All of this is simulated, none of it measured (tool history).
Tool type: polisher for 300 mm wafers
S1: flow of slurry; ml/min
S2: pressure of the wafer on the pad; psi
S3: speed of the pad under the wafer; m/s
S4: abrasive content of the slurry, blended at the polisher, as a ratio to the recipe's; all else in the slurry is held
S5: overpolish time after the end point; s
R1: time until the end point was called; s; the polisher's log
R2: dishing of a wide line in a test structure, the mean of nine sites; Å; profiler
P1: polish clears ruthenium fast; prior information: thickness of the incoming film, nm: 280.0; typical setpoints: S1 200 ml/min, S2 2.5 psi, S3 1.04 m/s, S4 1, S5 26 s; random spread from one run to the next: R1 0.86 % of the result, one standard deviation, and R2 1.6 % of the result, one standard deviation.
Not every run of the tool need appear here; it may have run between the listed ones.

{"run": 1, "hour": 8.2, "S1": 200, "S2": 2.5, "S3": 1.04, "S4": 1, "S5": 26, "R1": 70.142, "R2": 574.73}
{"run": 2, "hour": 17.2, "S1": 125, "S2": 2.5, "S3": 1.04, "S4": 1, "S5": 38, "R1": 75.921, "R2": 625.67}
{"run": 3, "hour": 24.0, "S1": 200, "S2": 1.1, "S3": 1.04, "S4": 1, "S5": 14, "R1": 161.08, "R2": 196.82}
{"run": 4, "hour": 36.0, "S1": 200, "S2": 2.5, "S3": 1.04, "S4": 1, "S5": 8, "R1": 70.936, "R2": 243.76}
{"run": 5, "hour": 44.9, "S1": 290, "S2": 2.5, "S3": 1.04, "S4": 1, "S5": 26, "R1": 67.29, "R2": 582.67}
{"run": 6, "hour": 51.9, "S1": 200, "S2": 2.5, "S3": 1.04, "S4": 1, "S5": 26, "R1": 70.304, "R2": 577.56}
{"run": 7, "hour": 62.9, "S1": 200, "S2": 2.5, "S3": 1.04, "S4": 1, "S5": 26, "R1": 70.936, "R2": 572.26}
{"run": 8, "hour": 77.3, "S1": 200, "S2": 1.1, "S3": 1.04, "S4": 1, "S5": 26, "R1": 162.37, "R2": 332.53}
{"run": 9, "hour": 85.7, "S1": 200, "S2": 2.5, "S3": 1.04, "S4": 1, "S5": 52, "R1": 70.212, "R2": 739.04}
{"run": 10, "hour": 93.6, "S1": 120, "S2": 2.5, "S3": 1.04, "S4": 1, "S5": 26, "R1": 76.082, "R2": 537.4}
{"run": 11, "hour": 103.7, "S1": 200, "S2": 2.5, "S3": 0.46, "S4": 1, "S5": 26, "R1": 161.78, "R2": 328.7}
{"run": 12, "hour": 116.6, "S1": 200, "S2": 2.5, "S3": 1.56, "S4": 1, "S5": 26, "R1": 47.41, "R2": 699.7}
{"run": 13, "hour": 128.6, "S1": 200, "S2": 2.5, "S3": 1.04, "S4": 1, "S5": 26, "R1": 71.986, "R2": 553.97}
{"run": 14, "hour": 137.4, "S1": 200, "S2": 4, "S3": 1.04, "S4": 1, "S5": 26, "R1": 45.031, "R2": 677.21}
{"run": 15, "hour": 145.2, "S1": 200, "S2": 2.5, "S3": 1.04, "S4": 0.55, "S5": 26, "R1": 96.782, "R2": 471.19}
{"hour": 150.3, "done": "slurry nozzle cleaned"}
{"run": 16, "hour": 155.7, "S1": 200, "S2": 2.5, "S3": 1.58, "S4": 1.35, "S5": 26, "R1": 41.922, "R2": 709.96}
{"run": 17, "hour": 165.1, "S1": 200, "S2": 2.5, "S3": 1.04, "S4": 1.45, "S5": 26, "R1": 60.508, "R2": 620.25}
{"run": 18, "hour": 174.8, "S1": 200, "S2": 2.5, "S3": 1.04, "S4": 1, "S5": 26, "R1": 70.764, "R2": 577.04}
{"run": 19, "hour": 183.0, "S1": 200, "S2": 2.5, "S3": 1.04, "S4": 1, "S5": 26, "R1": 72.575, "R2": 546.16}
{"run": 20, "hour": 193.3, "S1": 200, "S2": 2.5, "S3": 1.04, "S4": 1, "S5": 26, "R1": 75.708, "R2": 562.13}
{"run": 21, "hour": 203.3, "S1": 200, "S2": 2.5, "S3": 1.04, "S4": 1, "S5": 26, "R1": 75.982, "R2": 541.84}
{"run": 22, "hour": 211.1, "S1": 200, "S2": 2.5, "S3": 1.04, "S4": 1, "S5": 26, "R1": 76.981, "R2": 538.06}
{"hour": 215.6, "done": "head pressure recalibrated"}
{"run": 23, "hour": 224.7, "S1": 200, "S2": 2.5, "S3": 1.04, "S4": 1, "S5": 26, "R1": 77.1, "R2": 530.16}
{"hour": 225.2, "done": "slurry nozzle cleaned"}
{"run": 24, "hour": 238.3, "S1": 200, "S2": 2.5, "S3": 1.04, "S4": 1, "S5": 26, "R1": 78.562, "R2": 524.92}
{"run": 25, "hour": 246.2, "S1": 200, "S2": 2.5, "S3": 1.04, "S4": 1, "S5": 26, "R1": 80.083, "R2": 537.42}

For run 26, what comes out?
{"run": 26, "hour": 254.0, "S1": 200, "S2": 2.5, "S3": 1.04, "S4": 1, "S5": 26, "R1": "?", "R2": "?"}

{"run 26": {"R1": 78.805, "R2": 525.54}}
